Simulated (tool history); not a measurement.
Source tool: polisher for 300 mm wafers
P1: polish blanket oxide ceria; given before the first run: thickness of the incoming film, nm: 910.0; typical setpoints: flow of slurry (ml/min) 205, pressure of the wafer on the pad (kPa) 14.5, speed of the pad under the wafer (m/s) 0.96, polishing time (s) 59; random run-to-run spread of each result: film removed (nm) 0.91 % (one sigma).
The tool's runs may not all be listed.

run,hour,flow of slurry (ml/min),pressure of the wafer on the pad (kPa),speed of the pad under the wafer (m/s),polishing time (s),wafers polished on this pad,hours since the slurry nozzle was cleaned,hours since the head pressure was calibrated,film removed (nm)
1,8.5,205,14.5,0.96,59,317,156.9,584.5,181.59
2,22.8,275,14.5,1.44,59,507,171.2,598.8,287.02
3,35,205,14.5,0.96,59,669,183.4,611,183.27
4,47.2,205,14.5,0.6,59,831,195.6,623.2,115.14
5,57.5,205,22.8,0.96,59,968,205.9,633.5,285.28
6,67.9,205,14.5,0.96,59,1106,216.3,643.9,180.13
7,77.3,205,14.5,0.96,59,1231,225.7,653.3,180.6
8,93.1,205,9.7,0.96,59,1441,241.5,669.1,122.01
9,100.9,205,14.5,1.2,59,1545,249.3,676.9,228.83
10,114.5,310,14.5,0.96,59,1726,262.9,690.5,192.62

Run 11 has not been measured yet. What should we expect?
11,121.9,205,14.5,0.96,27,1824,270.3,697.9,?

Run 11 measured film removed (nm) 82.666.
